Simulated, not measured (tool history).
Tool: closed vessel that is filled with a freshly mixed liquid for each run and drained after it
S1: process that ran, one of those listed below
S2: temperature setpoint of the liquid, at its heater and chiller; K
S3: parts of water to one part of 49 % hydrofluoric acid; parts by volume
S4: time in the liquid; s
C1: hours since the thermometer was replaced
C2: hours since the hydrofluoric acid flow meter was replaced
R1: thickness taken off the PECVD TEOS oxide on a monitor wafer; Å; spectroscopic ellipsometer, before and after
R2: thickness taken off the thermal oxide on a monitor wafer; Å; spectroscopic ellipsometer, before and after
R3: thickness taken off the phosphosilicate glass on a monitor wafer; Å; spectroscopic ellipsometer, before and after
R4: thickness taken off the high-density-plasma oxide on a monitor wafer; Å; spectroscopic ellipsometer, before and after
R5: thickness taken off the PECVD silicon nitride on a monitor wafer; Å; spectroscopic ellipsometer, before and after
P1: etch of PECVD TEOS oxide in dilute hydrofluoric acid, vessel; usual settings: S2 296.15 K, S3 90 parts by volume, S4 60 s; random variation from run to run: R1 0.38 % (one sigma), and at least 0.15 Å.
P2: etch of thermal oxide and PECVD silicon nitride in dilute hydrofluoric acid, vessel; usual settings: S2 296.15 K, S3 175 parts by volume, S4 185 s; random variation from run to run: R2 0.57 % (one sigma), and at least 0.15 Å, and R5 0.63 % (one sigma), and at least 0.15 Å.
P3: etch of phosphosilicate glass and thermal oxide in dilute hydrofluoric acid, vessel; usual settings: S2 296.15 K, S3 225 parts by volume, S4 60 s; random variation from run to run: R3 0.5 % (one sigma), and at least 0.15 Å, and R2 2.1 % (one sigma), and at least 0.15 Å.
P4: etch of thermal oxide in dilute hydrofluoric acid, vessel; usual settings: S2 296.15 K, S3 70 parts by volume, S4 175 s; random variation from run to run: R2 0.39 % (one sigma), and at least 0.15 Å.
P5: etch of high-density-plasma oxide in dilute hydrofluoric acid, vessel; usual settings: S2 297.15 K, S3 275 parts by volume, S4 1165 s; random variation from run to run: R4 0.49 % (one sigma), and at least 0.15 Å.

{"run": 1, "hour": 4.8, "S1": "P1", "S2": 296.15, "S3": 90, "S4": 60, "C1": 352.6, "C2": 193.3, "R1": 68.522}
{"run": 2, "hour": 13.4, "S1": "P4", "S2": 296.15, "S3": 70, "S4": 260, "C1": 361.2, "C2": 201.9, "R2": 166.78}
{"run": 3, "hour": 19.8, "S1": "P3", "S2": 296.15, "S3": 225, "S4": 60, "C1": 367.6, "C2": 208.3, "R2": 9.4366, "R3": 306.75}
{"run": 4, "hour": 29.5, "S1": "P1", "S2": 290.15, "S3": 90, "S4": 60, "C1": 377.3, "C2": 218, "R1": 53.726}
{"run": 5, "hour": 34.4, "S1": "P5", "S2": 297.15, "S3": 275, "S4": 1165, "C1": 382.2, "C2": 222.9, "R4": 234.82}
{"run": 6, "hour": 42.9, "S1": "P2", "S2": 292.15, "S3": 175, "S4": 185, "C1": 390.7, "C2": 231.4, "R2": 38.576, "R5": 27.535}
{"run": 7, "hour": 48.4, "S1": "P5", "S2": 297.15, "S3": 275, "S4": 1165, "C1": 396.2, "C2": 236.9, "R4": 234.85}
{"run": 8, "hour": 55.6, "S1": "P5", "S2": 297.15, "S3": 95, "S4": 1165, "C1": 403.4, "C2": 244.1, "R4": 826.67}
{"run": 9, "hour": 64.4, "S1": "P1", "S2": 296.15, "S3": 90, "S4": 60, "C1": 412.2, "C2": 252.9, "R1": 68.843}
{"run": 10, "hour": 74.1, "S1": "P5", "S2": 297.15, "S3": 275, "S4": 480, "C1": 421.9, "C2": 262.6, "R4": 96.137}
{"run": 11, "hour": 83.5, "S1": "P3", "S2": 290.15, "S3": 225, "S4": 60, "C1": 431.3, "C2": 272, "R2": 8.1679, "R3": 241.8}
{"run": 12, "hour": 91.9, "S1": "P3", "S2": 296.15, "S3": 130, "S4": 60, "C1": 439.7, "C2": 280.4, "R2": 19.304, "R3": 582.49}
{"run": 13, "hour": 96.6, "S1": "P1", "S2": 296.15, "S3": 90, "S4": 95, "C1": 444.4, "C2": 285.1, "R1": 109.39}
{"run": 14, "hour": 102.2, "S1": "P5", "S2": 303.65, "S3": 275, "S4": 1165, "C1": 450, "C2": 290.7, "R4": 289.84}
{"run": 15, "hour": 110.6, "S1": "P1", "S2": 296.15, "S3": 140, "S4": 60, "C1": 458.4, "C2": 299.1, "R1": 41.979}
{"run": 16, "hour": 120.4, "S1": "P1", "S2": 296.15, "S3": 90, "S4": 60, "C1": 468.2, "C2": 308.9, "R1": 68.978}
{"run": 17, "hour": 126.9, "S1": "P1", "S2": 300.65, "S3": 90, "S4": 60, "C1": 474.7, "C2": 315.4, "R1": 82.032}
{"run": 18, "hour": 131.4, "S1": "P1", "S2": 296.15, "S3": 90, "S4": 35, "C1": 479.2, "C2": 319.9, "R1": 40.399}
{"run": 19, "hour": 138.7, "S1": "P1", "S2": 296.15, "S3": 35, "S4": 30, "C1": 486.5, "C2": 327.2, "R1": 94.531}
{"run": 20, "hour": 147.0, "S1": "P4", "S2": 296.15, "S3": 70, "S4": 175, "C1": 494.8, "C2": 335.5, "R2": 112.34}
{"run": 21, "hour": 154.0, "S1": "P1", "S2": 296.15, "S3": 125, "S4": 30, "C1": 501.8, "C2": 342.5, "R1": 23.871}
{"run": 22, "hour": 159.4, "S1": "P4", "S2": 302.65, "S3": 70, "S4": 175, "C1": 507.2, "C2": 347.9, "R2": 146.36}
{"run": 23, "hour": 168.4, "S1": "P1", "S2": 296.15, "S3": 90, "S4": 60, "C1": 516.2, "C2": 356.9, "R1": 69.199}
{"run": 24, "hour": 178.2, "S1": "P2", "S2": 296.15, "S3": 175, "S4": 340, "C1": 526, "C2": 366.7, "R2": 82.05, "R5": 65.992}
{"run": 25, "hour": 185.4, "S1": "P1", "S2": 296.15, "S3": 45, "S4": 60, "C1": 533.2, "C2": 373.9, "R1": 145.39}
{"run": 26, "hour": 195.0, "S1": "P1", "S2": 296.15, "S3": 90, "S4": 60, "C1": 542.8, "C2": 383.5, "R1": 68.712}
{"run": 27, "hour": 199.8, "S1": "P3", "S2": 296.15, "S3": 225, "S4": 60, "C1": 547.6, "C2": 388.3, "R2": 10.011, "R3": 300.76}
{"run": 28, "hour": 205.3, "S1": "P4", "S2": 296.15, "S3": 20, "S4": 175, "C1": 553.1, "C2": 393.8, "R2": 420.64}
{"run": 29, "hour": 215.4, "S1": "P1", "S2": 296.15, "S3": 45, "S4": 30, "C1": 563.2, "C2": 403.9, "R1": 72.655}
{"run": 30, "hour": 221.7, "S1": "P1", "S2": 296.15, "S3": 90, "S4": 60, "C1": 569.5, "C2": 410.2, "R1": 68.958}
{"run": 31, "hour": 231.5, "S1": "P3", "S2": 296.15, "S3": 225, "S4": 30, "C1": 579.3, "C2": 420, "R2": 4.7052, "R3": 153.14}
{"run": 32, "hour": 240.7, "S1": "P2", "S2": 296.15, "S3": 310, "S4": 185, "C1": 588.5, "C2": 429.2, "R2": 22.003, "R5": 20.597}
{"run": 33, "hour": 249.2, "S1": "P2", "S2": 296.15, "S3": 175, "S4": 185, "C1": 597, "C2": 437.7, "R2": 44.661, "R5": 35.794}
{"run": 34, "hour": 254.0, "S1": "P1", "S2": 296.15, "S3": 90, "S4": 60, "C1": 601.8, "C2": 442.5, "R1": 69.026}
{"run": 35, "hour": 258.4, "S1": "P1", "S2": 296.15, "S3": 90, "S4": 60, "C1": 606.2, "C2": 446.9, "R1": 69.048}
{"run": 36, "hour": 264.6, "S1": "P1", "S2": 296.15, "S3": 90, "S4": 60, "C1": 612.4, "C2": 453.1, "R1": 69.872}
{"run": 37, "hour": 271.0, "S1": "P1", "S2": 296.15, "S3": 90, "S4": 60, "C1": 618.8, "C2": 459.5, "R1": 71.436}
{"run": 38, "hour": 276.4, "S1": "P1", "S2": 296.15, "S3": 90, "S4": 60, "C1": 624.2, "C2": 464.9, "R1": 71.017}
{"run": 39, "hour": 286.2, "S1": "P1", "S2": 296.15, "S3": 90, "S4": 60, "C1": 634, "C2": 474.7, "R1": 72.434}
{"run": 40, "hour": 296.4, "S1": "P1", "S2": 296.15, "S3": 90, "S4": 60, "C1": 644.2, "C2": 484.9, "R1": 72.768}
{"run": 41, "hour": 303.0, "S1": "P1", "S2": 296.15, "S3": 90, "S4": 60, "C1": 650.8, "C2": 491.5, "R1": 72.573}
{"run": 42, "hour": 308.2, "S1": "P1", "S2": 296.15, "S3": 90, "S4": 60, "C1": 656, "C2": 496.7, "R1": 72.256}
{"run": 43, "hour": 318.5, "S1": "P1", "S2": 296.15, "S3": 90, "S4": 60, "C1": 666.3, "C2": 507, "R1": 72.19}
{"run": 44, "hour": 328.4, "S1": "P1", "S2": 296.15, "S3": 90, "S4": 60, "C1": 676.2, "C2": 516.9, "R1": 72.806}
{"run": 45, "hour": 338.4, "S1": "P1", "S2": 296.15, "S3": 90, "S4": 60, "C1": 686.2, "C2": 526.9, "R1": 72.535}
{"run": 46, "hour": 343.5, "S1": "P1", "S2": 296.15, "S3": 90, "S4": 60, "C1": 691.3, "C2": 532, "R1": 73.035}

What P1 gives has crept away from where it was. These 2 causes fit the log equally well, each at the size given:
A: liquid hotter than its thermometer reads (K) = 1.4
B: hydrofluoric acid flow above the setpoint (%) = 5.17
The creep began at about hour 258.4.

4 check runs are offered, each on 2 wafers whose results are averaged, their results left as question marks. Which one tells the causes apart?
{"run": "check 1", "hour": 348.6, "S1": "P2", "S2": 296.15, "S3": 175, "S4": 305, "R2": "?", "R5": "?"}
{"run": "check 2", "hour": 348.6, "S1": "P5", "S2": 301.65, "S3": 115, "S4": 1165, "R4": "?"}
{"run": "check 3", "hour": 348.6, "S1": "P3", "S2": 290.65, "S3": 225, "S4": 60, "R2": "?", "R3": "?"}
{"run": "check 4", "hour": 348.6, "S1": "P4", "S2": 302.15, "S3": 25, "S4": 175, "R2": "?"}

What each check would give under each cause:
check=check_1 result=R2 if_A=77.788 if_B=78.332
check=check_1 result=R5 if_A=64.27 if_B=61.75
check=check_2 result=R4 if_A=834.16 if_B=838.96
check=check_3 result=R2 if_A=8.5018 if_B=8.5536
check=check_3 result=R3 if_A=260.75 if_B=262.34
check=check_4 result=R2 if_A=453.02 if_B=451.18
How far apart the two closest causes lie, in the result that separates them most: check 1 4 %; check 2 0.57 %; check 3 0.61 %; check 4 0.41 %
Check 1 tells the causes apart: in the others they would give nearly the same result.

Check 1 was then run and gave: R2 78.223 Å; R5 63.892 Å. Which cause is it?

It is A: liquid hotter than its thermometer reads (K).

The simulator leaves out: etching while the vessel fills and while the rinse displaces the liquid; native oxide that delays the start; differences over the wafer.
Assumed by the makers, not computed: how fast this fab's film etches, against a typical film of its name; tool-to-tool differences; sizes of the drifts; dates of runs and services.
